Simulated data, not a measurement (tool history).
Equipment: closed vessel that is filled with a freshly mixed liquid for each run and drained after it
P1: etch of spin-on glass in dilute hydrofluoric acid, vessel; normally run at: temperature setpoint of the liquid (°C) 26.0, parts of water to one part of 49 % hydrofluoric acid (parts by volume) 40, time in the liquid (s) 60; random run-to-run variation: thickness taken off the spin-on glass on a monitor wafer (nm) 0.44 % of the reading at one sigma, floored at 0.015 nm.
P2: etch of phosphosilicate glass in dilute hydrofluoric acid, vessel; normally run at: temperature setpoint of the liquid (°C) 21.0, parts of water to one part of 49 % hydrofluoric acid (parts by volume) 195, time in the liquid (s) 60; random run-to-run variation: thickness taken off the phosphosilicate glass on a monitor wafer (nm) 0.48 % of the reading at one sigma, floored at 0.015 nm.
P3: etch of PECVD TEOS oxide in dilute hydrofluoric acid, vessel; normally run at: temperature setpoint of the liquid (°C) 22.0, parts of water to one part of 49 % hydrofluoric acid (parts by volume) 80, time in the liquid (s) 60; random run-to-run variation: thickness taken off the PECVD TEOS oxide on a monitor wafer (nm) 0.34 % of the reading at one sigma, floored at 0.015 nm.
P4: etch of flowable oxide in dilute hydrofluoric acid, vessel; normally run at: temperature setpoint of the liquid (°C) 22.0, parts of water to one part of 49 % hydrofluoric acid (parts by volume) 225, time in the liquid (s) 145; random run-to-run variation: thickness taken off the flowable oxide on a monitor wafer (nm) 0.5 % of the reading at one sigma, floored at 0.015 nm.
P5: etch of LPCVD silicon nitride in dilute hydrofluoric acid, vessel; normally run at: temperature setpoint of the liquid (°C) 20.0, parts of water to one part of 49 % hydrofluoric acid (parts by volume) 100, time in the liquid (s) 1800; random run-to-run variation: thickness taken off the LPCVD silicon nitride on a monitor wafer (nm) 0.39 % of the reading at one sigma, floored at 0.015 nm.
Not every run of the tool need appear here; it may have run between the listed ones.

run	hour	process that ran	temperature setpoint of the liquid (°C)	parts of water to one part of 49 % hydrofluoric acid (parts by volume)	time in the liquid (s)	hours since the thermometer was replaced	hours since the hydrofluoric acid flow meter was replaced	thickness taken off the spin-on glass on a monitor wafer (nm)	thickness taken off the phosphosilicate glass on a monitor wafer (nm)	thickness taken off the flowable oxide on a monitor wafer (nm)	thickness taken off the LPCVD silicon nitride on a monitor wafer (nm)	thickness taken off the PECVD TEOS oxide on a monitor wafer (nm)
1	3.7	P1	26.0	40	60	194.0	987.0	62.445				
2	8.1	P1	26.0	40	60	198.4	991.4	62.264				
3	12.4	P1	31.5	65	60	202.7	995.7	45.703				
4	17.2	P2	25.5	195	60	207.5	1000.5		58.918			
5	20.1	P4	22.0	225	40	210.4	1003.4			4.5243		
6	23.6	P4	29.5	225	145	213.9	1006.9			21.3480		
# hour 25.5: hydrofluoric acid flow meter replaced
7	28.1	P5	20.0	175	1800	218.4	2.7				3.9677	
8	34.4	P1	26.0	40	60	224.7	9.0	62.052				
9	38.0	P1	26.0	40	60	228.3	12.6	62.657				
10	44.5	P2	21.0	195	60	234.8	19.1		49.551			
11	48.7	P3	22.0	80	30	239.0	23.3					6.3746
12	54.6	P2	21.0	195	60	244.9	29.2		50.149			
13	57.7	P2	21.0	75	60	248.0	32.3		147.270			
14	64.1	P3	28.0	80	60	254.4	38.7					16.3110
15	68.5	P1	26.0	40	110	258.8	43.1	115.220				
16	73.8	P1	26.0	20	60	264.1	48.4	127.680				
17	78.2	P5	20.0	100	3505	268.5	52.8				13.1830	
18	83.7	P3	22.0	80	60	274.0	58.3					12.8410
19	89.8	P5	27.0	100	1800	280.1	64.4				10.6870	
20	94.6	P1	26.0	40	60	284.9	69.2	62.316				
21	99.3	P4	22.0	45	145	289.6	73.9			100.0400		
22	103.3	P5	20.0	100	1800	293.6	77.9				6.8307	
23	107.4	P1	32.0	40	60	297.7	82.0	78.590				
24	113.7	P1	26.0	40	60	304.0	88.3	61.757				
25	117.9	P1	20.0	40	60	308.2	92.5	48.748				
26	122.5	P2	21.0	195	30	312.8	97.1		24.783			
27	125.5	P4	22.0	225	145	315.8	100.1			16.3650		
28	130.2	P5	20.0	100	1800	320.5	104.8				6.7787	
29	136.5	P1	26.0	65	60	326.8	111.1	37.069				
30	139.7	P3	22.0	20	60	330.0	114.3					55.1840
31	146.0	P1	26.0	40	30	336.3	120.6	31.180				
32	149.2	P3	22.0	80	60	339.5	123.8					12.8660
33	152.9	P1	26.0	40	60	343.2	127.5	62.487				
34	158.6	P1	26.0	40	60	348.9	133.2	64.193				
35	163.5	P1	26.0	40	60	353.8	138.1	64.512				
36	168.6	P1	26.0	40	60	358.9	143.2	65.471				
37	173.9	P1	26.0	40	60	364.2	148.5	65.572				
38	178.8	P1	26.0	40	60	369.1	153.4	66.063				
39	182.6	P1	26.0	40	60	372.9	157.2	65.989				
40	188.7	P1	26.0	40	60	379.0	163.3	66.232				
41	192.8	P1	26.0	40	60	383.1	167.4	66.379				

What P1 gives has crept away from where it was. These 2 causes fit the log equally well, each at the size given:
A: liquid hotter than its thermometer reads (K) = 1.47
B: hydrofluoric acid flow above the setpoint (%) = 5.78
Onset of the creep was near hour 152.9.

Which of the 4 check runs listed below separates the causes, so that each cause would produce a clearly different result? Each run uses one wafer, and its results are marked with question marks.
check 1	196.9	P4	22.0	145	145					?		
check 2	196.9	P5	20.0	145	1800						?	
check 3	196.9	P2	21.0	195	30				?			
check 4	196.9	P3	22.0	25	60							?

Expected result of each check under each candidate cause:
check	result	if A	if B
check 1	thickness taken off the flowable oxide on a monitor wafer (nm)	29.1140	29.3420
check 2	thickness taken off the LPCVD silicon nitride on a monitor wafer (nm)	5.1961	4.9773
check 3	thickness taken off the phosphosilicate glass on a monitor wafer (nm)	26.325	26.621
check 4	thickness taken off the PECVD TEOS oxide on a monitor wafer (nm)	46.7980	46.5990
Per check, the gap between the least separated pair of causes, taken in the result that splits them most: check 1 0.78 %; check 2 4.3 %; check 3 1.12 %; check 4 0.42 %
Only in check 2 would the causes give clearly different results; in the remaining checks their results would be nearly the same.

Here is what check 2 returned: thickness taken off the LPCVD silicon nitride on a monitor wafer (nm) 5.1666. Which cause is it?

A is the cause: liquid hotter than its thermometer reads (K).
